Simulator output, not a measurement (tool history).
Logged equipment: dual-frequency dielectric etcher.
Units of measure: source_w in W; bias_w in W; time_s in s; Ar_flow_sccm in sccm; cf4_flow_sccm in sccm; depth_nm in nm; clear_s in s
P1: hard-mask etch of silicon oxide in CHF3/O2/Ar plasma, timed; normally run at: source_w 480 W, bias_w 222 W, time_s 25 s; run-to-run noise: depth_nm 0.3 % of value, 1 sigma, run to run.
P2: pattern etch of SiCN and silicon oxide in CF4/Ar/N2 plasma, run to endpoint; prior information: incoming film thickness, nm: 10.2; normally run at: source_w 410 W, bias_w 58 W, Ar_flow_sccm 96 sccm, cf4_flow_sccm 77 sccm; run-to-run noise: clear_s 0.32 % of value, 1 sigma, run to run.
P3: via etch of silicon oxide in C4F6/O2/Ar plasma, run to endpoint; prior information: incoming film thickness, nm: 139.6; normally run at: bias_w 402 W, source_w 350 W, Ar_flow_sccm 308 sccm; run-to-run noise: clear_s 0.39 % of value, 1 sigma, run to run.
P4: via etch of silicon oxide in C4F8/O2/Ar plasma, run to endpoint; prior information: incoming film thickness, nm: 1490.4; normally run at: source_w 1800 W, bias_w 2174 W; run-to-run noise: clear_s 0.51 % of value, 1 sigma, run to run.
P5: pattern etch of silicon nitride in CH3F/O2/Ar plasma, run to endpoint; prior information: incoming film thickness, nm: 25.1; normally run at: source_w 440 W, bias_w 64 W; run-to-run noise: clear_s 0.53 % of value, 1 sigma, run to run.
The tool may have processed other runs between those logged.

run 1 day=0.267 | process=P1 source_w=480 bias_w=222 time_s=25 | depth_nm=48.321
run 2 day=0.746 | process=P2 source_w=410 bias_w=58 Ar_flow_sccm=96 cf4_flow_sccm=62 | clear_s=13.779
run 3 day=1.008 | process=P2 source_w=410 bias_w=58 Ar_flow_sccm=133 cf4_flow_sccm=77 | clear_s=14.146
run 4 day=1.396 | process=P4 source_w=1800 bias_w=2700 | clear_s=278.610
run 5 day=1.642 | process=P1 source_w=480 bias_w=222 time_s=25 | depth_nm=48.066
run 6 day=1.908 | process=P1 source_w=480 bias_w=222 time_s=25 | depth_nm=48.100
run 7 day=2.133 | process=P3 source_w=350 bias_w=402 Ar_flow_sccm=414 | clear_s=36.606
run 8 day=2.542 | process=P3 source_w=450 bias_w=402 Ar_flow_sccm=308 | clear_s=32.269
run 9 day=2.883 | process=P1 source_w=480 bias_w=290 time_s=14 | depth_nm=29.726
run 10 day=3.221 | process=P2 source_w=330 bias_w=58 Ar_flow_sccm=96 cf4_flow_sccm=77 | clear_s=16.242
run 11 day=3.725 | process=P2 source_w=410 bias_w=79 Ar_flow_sccm=96 cf4_flow_sccm=77 | clear_s=12.053
run 12 day=4.138 | process=P4 source_w=1800 bias_w=2174 | clear_s=299.190
run 13 day=4.508 | process=P5 source_w=440 bias_w=64 | clear_s=36.526
run 14 day=4.804 | process=P5 source_w=610 bias_w=64 | clear_s=32.232
run 15 day=5.250 | process=P1 source_w=480 bias_w=305 time_s=25 | depth_nm=54.158
run 16 day=5.600 | process=P3 source_w=350 bias_w=402 Ar_flow_sccm=308 | clear_s=35.769
run 17 day=5.988 | process=P1 source_w=480 bias_w=222 time_s=16 | depth_nm=30.866
run 18 day=6.221 | process=P1 source_w=480 bias_w=291 time_s=16 | depth_nm=33.903
run 19 day=6.708 | process=P1 source_w=640 bias_w=168 time_s=25 | depth_nm=48.973
run 20 day=7.162 | process=P1 source_w=480 bias_w=222 time_s=25 | depth_nm=48.160
run 21 day=7.512 | process=P1 source_w=480 bias_w=222 time_s=25 | depth_nm=48.400
run 22 day=7.762 | process=P1 source_w=680 bias_w=222 time_s=25 | depth_nm=54.966
run 23 day=8.142 | process=P3 source_w=350 bias_w=560 Ar_flow_sccm=308 | clear_s=31.494
run 24 day=8.638 | process=P1 source_w=480 bias_w=222 time_s=35 | depth_nm=67.298
run 25 day=8.967 | process=P4 source_w=1320 bias_w=2174 | clear_s=336.850
run 26 day=9.204 | process=P2 source_w=410 bias_w=58 Ar_flow_sccm=96 cf4_flow_sccm=77 | clear_s=13.334
run 27 day=9.696 | process=P5 source_w=440 bias_w=40 | clear_s=42.179
run 28 day=9.921 | process=P5 source_w=440 bias_w=64 | clear_s=36.332
run 29 day=10.254 | process=P1 source_w=480 bias_w=222 time_s=25 | depth_nm=48.328
run 30 day=10.508 | process=P1 source_w=480 bias_w=180 time_s=25 | depth_nm=44.825
run 31 day=10.992 | process=P1 source_w=390 bias_w=222 time_s=25 | depth_nm=44.772
run 32 day=11.354 | process=P1 source_w=480 bias_w=222 time_s=25 | depth_nm=48.386
run 33 day=11.692 | process=P1 source_w=480 bias_w=222 time_s=25 | depth_nm=48.308
run 34 day=11.992 | process=P1 source_w=480 bias_w=222 time_s=25 | depth_nm=47.760
run 35 day=12.421 | process=P1 source_w=480 bias_w=222 time_s=25 | depth_nm=47.661
run 36 day=12.883 | process=P1 source_w=480 bias_w=222 time_s=25 | depth_nm=47.606
-- day=13.104 wet clean of the chamber
run 37 day=13.350 | process=P1 source_w=480 bias_w=222 time_s=25 | depth_nm=47.464
run 38 day=13.725 | process=P1 source_w=480 bias_w=222 time_s=25 | depth_nm=47.234
run 39 day=14.208 | process=P1 source_w=480 bias_w=222 time_s=25 | depth_nm=47.309
run 40 day=14.462 | process=P1 source_w=480 bias_w=222 time_s=25 | depth_nm=47.451
run 41 day=14.862 | process=P1 source_w=480 bias_w=222 time_s=25 | depth_nm=47.502

P1 no longer gives what it gave before; its output has crept away from where it was. The following 2 causes, each at its listed size, fit the log equally well:
A: source power that arrives under what is set, % = 4.24
B: bias power that arrives under what is set, % = 4.51
The process output started creeping at around day 11.354.
Excluded causes, each with its reason:
chamber walls in a state that lowers the etch rate, %: serviced after onset, at day 13.104, with no recovery of the prior output

Of the 4 check runs listed below, each run on one wafer and each result written as a question mark, which would let you distinguish the listed causes because they would give clearly different results?
run check 1 day=15.262 | process=P2 source_w=410 bias_w=58 Ar_flow_sccm=96 cf4_flow_sccm=77 | clear_s=?
run check 2 day=15.262 | process=P4 source_w=1800 bias_w=2174 | clear_s=?
run check 3 day=15.262 | process=P5 source_w=440 bias_w=64 | clear_s=?
run check 4 day=15.262 | process=P3 source_w=350 bias_w=402 Ar_flow_sccm=308 | clear_s=?

Outcome of each check run for each possible cause:
check=check_1 result=clear_s if_A=13.873 if_B=13.544
check=check_2 result=clear_s if_A=303.600 if_B=302.470
check=check_3 result=clear_s if_A=37.197 if_B=37.145
check=check_4 result=clear_s if_A=36.222 if_B=36.246
Separation of the two closest causes in each check, using whichever result separates them best: check 1 2.4 %; check 2 0.37 %; check 3 0.14 %; check 4 0.07 %
Only in check 1 would the causes give clearly different results; in the remaining checks their results would be nearly the same.

Here is what check 1 returned: clear_s 13.883 s. Which cause is it?

The cause is A: source power that arrives under what is set, %.
